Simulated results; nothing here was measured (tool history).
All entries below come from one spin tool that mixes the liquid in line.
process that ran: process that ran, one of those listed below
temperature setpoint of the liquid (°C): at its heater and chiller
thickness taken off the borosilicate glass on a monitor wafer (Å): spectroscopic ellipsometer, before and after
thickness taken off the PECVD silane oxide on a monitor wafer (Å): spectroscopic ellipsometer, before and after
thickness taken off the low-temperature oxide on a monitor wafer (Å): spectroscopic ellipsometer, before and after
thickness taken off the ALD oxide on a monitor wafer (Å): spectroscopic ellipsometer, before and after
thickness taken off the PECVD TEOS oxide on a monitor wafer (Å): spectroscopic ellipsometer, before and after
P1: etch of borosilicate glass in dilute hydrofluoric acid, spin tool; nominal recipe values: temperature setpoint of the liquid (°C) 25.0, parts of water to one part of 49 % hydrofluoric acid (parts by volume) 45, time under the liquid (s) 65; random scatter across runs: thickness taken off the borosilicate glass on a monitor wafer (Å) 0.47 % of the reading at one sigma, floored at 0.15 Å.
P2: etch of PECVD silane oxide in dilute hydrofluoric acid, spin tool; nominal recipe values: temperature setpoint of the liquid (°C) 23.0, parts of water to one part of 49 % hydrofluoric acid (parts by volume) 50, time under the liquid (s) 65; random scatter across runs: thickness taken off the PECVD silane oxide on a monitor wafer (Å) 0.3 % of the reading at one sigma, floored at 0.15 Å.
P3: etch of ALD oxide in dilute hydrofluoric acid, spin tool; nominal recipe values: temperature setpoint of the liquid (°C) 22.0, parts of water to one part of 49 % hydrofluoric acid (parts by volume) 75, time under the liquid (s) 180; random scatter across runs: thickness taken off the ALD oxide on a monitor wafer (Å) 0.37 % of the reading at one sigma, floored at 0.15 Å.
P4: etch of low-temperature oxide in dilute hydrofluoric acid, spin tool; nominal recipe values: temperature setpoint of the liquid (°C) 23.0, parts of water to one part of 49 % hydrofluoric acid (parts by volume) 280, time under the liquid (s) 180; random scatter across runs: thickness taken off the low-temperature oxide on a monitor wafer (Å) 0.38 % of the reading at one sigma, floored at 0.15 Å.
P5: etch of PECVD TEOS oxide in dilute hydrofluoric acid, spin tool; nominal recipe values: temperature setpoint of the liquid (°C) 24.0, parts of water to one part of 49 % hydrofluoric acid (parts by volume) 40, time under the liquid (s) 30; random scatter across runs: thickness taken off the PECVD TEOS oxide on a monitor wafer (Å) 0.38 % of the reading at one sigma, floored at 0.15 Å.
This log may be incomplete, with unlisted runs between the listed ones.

run	hour	process that ran	temperature setpoint of the liquid (°C)	parts of water to one part of 49 % hydrofluoric acid (parts by volume)	time under the liquid (s)	hours since the thermometer was replaced	hours since the hydrofluoric acid flow meter was replaced	thickness taken off the borosilicate glass on a monitor wafer (Å)	thickness taken off the PECVD silane oxide on a monitor wafer (Å)	thickness taken off the low-temperature oxide on a monitor wafer (Å)	thickness taken off the ALD oxide on a monitor wafer (Å)	thickness taken off the PECVD TEOS oxide on a monitor wafer (Å)
1	15.6	P1	25.0	45	65	721.5	448.5	561.77				
2	25.5	P1	25.0	45	65	731.4	458.4	553.30				
3	37.2	P2	23.0	50	30	743.1	470.1		228.27			
4	48.0	P1	25.0	60	65	753.9	480.9	409.19				
5	64.5	P1	25.0	45	65	770.4	497.4	558.29				
6	80.1	P2	23.0	25	65	786.0	513.0		1026.10			
7	91.5	P1	31.5	45	65	797.4	524.4	725.61				
8	107.7	P1	25.0	45	65	813.6	540.6	559.86				
9	117.6	P4	23.0	280	180	823.5	550.5			54.663		
10	131.7	P1	25.0	45	15	837.6	564.6	129.10				
11	144.8	P3	17.0	75	180	850.7	577.7				206.18	
12	158.9	P4	23.0	280	180	864.8	591.8			54.697		
13	167.3	P2	28.5	50	65	873.2	600.2		620.17			
14	182.3	P1	25.0	45	65	888.2	615.2	557.94				
15	192.3	P1	25.0	45	65	898.2	625.2	561.27				
16	205.0	P3	22.0	75	180	910.9	637.9				252.46	
17	214.2	P1	31.5	25	65	920.1	647.1	1338.90				
18	228.3	P4	27.0	280	180	934.2	661.2			63.278		
19	240.5	P1	25.0	20	65	946.4	673.4	1301.40				
20	255.3	P5	24.0	40	30	961.2	688.2					124.790
21	266.2	P3	22.0	140	180	972.1	699.1				126.50	
22	276.5	P4	23.0	460	180	982.4	709.4			28.053		
23	292.4	P1	21.0	45	65	998.3	725.3	473.86				
24	306.5	P5	24.0	40	15	1012.4	739.4					62.775
25	314.0	P2	23.0	50	65	1019.9	746.9		496.25			
26	321.7	P3	22.0	75	45	1027.6	754.6				63.04	
27	332.2	P1	21.0	20	65	1038.1	765.1	1092.90				
28	345.1	P5	24.0	25	30	1051.0	778.0					206.180
29	360.3	P4	23.0	280	45	1066.2	793.2			13.697		
30	367.6	P1	25.0	45	115	1073.5	800.5	987.43				
31	377.5	P5	19.5	40	30	1083.4	810.4					103.880
32	389.5	P1	25.0	45	65	1095.4	822.4	562.80				
33	404.9	P1	25.0	45	65	1110.8	837.8	591.80				
34	420.2	P1	25.0	45	65	1126.1	853.1	607.18				
35	429.9	P1	25.0	45	65	1135.8	862.8	607.02				
36	439.1	P1	25.0	45	65	1145.0	872.0	613.06				
37	449.0	P1	25.0	45	65	1154.9	881.9	611.46				
38	464.2	P1	25.0	45	65	1170.1	897.1	618.68				

P1 has crept away from where it was. The log is fitted equally well by each of these 2 causes, at the sizes shown:
A: liquid hotter than its thermometer reads (K) = 2.4
B: hydrofluoric acid flow above the setpoint (%) = 9.61
The creep began at about hour 389.5.

Which of the 4 check runs listed below, each an average over 2 wafers with its results shown as question marks, gives clearly different results under the different listed causes?
check 1	479.4	P3	22.0	75	180						?	
check 2	479.4	P4	23.0	280	180					?		
check 3	479.4	P5	24.0	40	30							?
check 4	479.4	P2	23.0	50	65				?			

Predicted outcomes, by check and by cause:
check	result	if A	if B
check 1	thickness taken off the ALD oxide on a monitor wafer (Å)	280.08	280.74
check 2	thickness taken off the low-temperature oxide on a monitor wafer (Å)	59.539	61.456
check 3	thickness taken off the PECVD TEOS oxide on a monitor wafer (Å)	138.100	137.810
check 4	thickness taken off the PECVD silane oxide on a monitor wafer (Å)	548.98	548.29
Smallest distance between any two causes, each pair judged by its most separating result, in per cent: check 1 0.23 %; check 2 3.17 %; check 3 0.21 %; check 4 0.13 %
Only check 2 tells the causes apart: in the others they would give nearly the same result.

Check 2 has now been run. It gave: thickness taken off the low-temperature oxide on a monitor wafer (Å) 59.555. Which of the candidate causes is it?

The cause is A: liquid hotter than its thermometer reads (K).
